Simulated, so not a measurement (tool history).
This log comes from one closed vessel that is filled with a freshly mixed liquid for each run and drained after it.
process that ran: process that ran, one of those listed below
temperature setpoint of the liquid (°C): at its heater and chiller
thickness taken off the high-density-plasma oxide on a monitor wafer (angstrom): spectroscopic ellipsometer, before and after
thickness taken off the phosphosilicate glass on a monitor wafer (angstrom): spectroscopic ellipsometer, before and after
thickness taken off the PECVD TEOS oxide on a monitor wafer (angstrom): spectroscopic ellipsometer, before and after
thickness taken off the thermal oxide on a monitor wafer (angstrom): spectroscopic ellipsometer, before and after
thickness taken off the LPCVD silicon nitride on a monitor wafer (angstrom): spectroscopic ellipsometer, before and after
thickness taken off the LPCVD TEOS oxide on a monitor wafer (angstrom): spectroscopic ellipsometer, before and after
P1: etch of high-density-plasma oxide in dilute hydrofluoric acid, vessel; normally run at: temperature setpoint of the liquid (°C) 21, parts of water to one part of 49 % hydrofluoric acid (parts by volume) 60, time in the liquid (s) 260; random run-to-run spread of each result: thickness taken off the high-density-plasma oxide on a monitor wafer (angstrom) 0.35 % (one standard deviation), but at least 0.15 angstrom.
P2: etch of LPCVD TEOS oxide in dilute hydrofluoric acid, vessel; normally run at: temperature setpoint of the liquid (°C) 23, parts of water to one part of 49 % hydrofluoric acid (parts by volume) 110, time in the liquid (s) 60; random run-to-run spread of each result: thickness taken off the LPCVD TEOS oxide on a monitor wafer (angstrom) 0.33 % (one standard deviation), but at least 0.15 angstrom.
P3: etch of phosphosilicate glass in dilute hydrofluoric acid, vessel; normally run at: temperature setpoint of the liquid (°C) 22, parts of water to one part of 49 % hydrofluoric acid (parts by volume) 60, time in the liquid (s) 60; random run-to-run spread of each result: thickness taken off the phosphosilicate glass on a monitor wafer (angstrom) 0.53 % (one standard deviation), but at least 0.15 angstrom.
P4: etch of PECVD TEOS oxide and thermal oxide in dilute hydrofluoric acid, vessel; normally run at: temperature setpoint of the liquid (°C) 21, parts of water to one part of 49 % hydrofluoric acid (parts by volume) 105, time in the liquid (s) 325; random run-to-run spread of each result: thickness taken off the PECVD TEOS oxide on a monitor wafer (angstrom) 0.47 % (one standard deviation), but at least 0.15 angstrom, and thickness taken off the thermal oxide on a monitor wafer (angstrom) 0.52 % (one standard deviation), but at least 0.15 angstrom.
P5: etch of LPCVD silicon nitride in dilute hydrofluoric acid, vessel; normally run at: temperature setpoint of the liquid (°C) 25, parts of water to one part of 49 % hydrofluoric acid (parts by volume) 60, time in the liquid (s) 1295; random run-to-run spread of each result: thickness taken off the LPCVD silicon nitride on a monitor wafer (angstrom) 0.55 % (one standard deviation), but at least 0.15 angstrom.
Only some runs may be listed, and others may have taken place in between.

run	hour	process that ran	temperature setpoint of the liquid (°C)	parts of water to one part of 49 % hydrofluoric acid (parts by volume)	time in the liquid (s)	thickness taken off the high-density-plasma oxide on a monitor wafer (angstrom)	thickness taken off the phosphosilicate glass on a monitor wafer (angstrom)	thickness taken off the PECVD TEOS oxide on a monitor wafer (angstrom)	thickness taken off the thermal oxide on a monitor wafer (angstrom)	thickness taken off the LPCVD silicon nitride on a monitor wafer (angstrom)	thickness taken off the LPCVD TEOS oxide on a monitor wafer (angstrom)
1	4.3	P1	21	60	260	197.220					
2	7.4	P3	26	60	60		2347.70				
3	9.5	P1	21	60	80	60.659					
4	11.8	P4	21	150	325			222.27	83.887		
5	14.5	P5	19	60	1295					77.948	
6	17.1	P5	25	60	2395					218.190	
7	19.3	P5	25	25	1295					273.400	
8	23.7	P2	23	110	110						155.770
9	25.6	P1	21	25	260	492.780					
10	29.0	P1	17	60	365	234.320					
11	31.9	P1	21	60	425	320.910					
12	35.4	P4	17	105	325			285.37	107.190		
13	39.8	P1	17	60	260	166.460					
14	44.2	P3	22	20	60		6136.80				
15	46.8	P1	21	60	260	195.320					
16	50.9	P3	22	60	60		1982.20				
17	52.9	P4	21	105	140			145.68	53.981		
18	55.1	P2	23	50	60						200.860
19	58.9	P1	21	105	395	162.140					
20	63.3	P1	21	60	260	197.080					
21	66.7	P1	29	60	260	271.400					
22	70.7	P4	21	105	325			336.55	125.670		
23	74.0	P1	21	95	260	118.740					
24	76.1	P2	28	110	60						102.680
25	79.9	P1	21	60	260	196.630					
26	82.8	P1	21	60	260	195.950					
27	87.1	P2	23	110	60						84.887
28	91.3	P1	21	60	260	196.260					
29	93.9	P2	23	110	60						84.888
30	96.2	P5	25	60	1295					116.540	
31	99.3	P1	21	60	260	197.070					
32	103.5	P3	22	60	30		993.54				
33	105.7	P1	21	60	260	196.540					
34	109.2	P1	21	60	260	203.570					

The next listed run, before its measurement:
35	111.5	P1	21	60	260	?					

For run 35 the tool returned thickness taken off the high-density-plasma oxide on a monitor wafer (angstrom) 204.480.
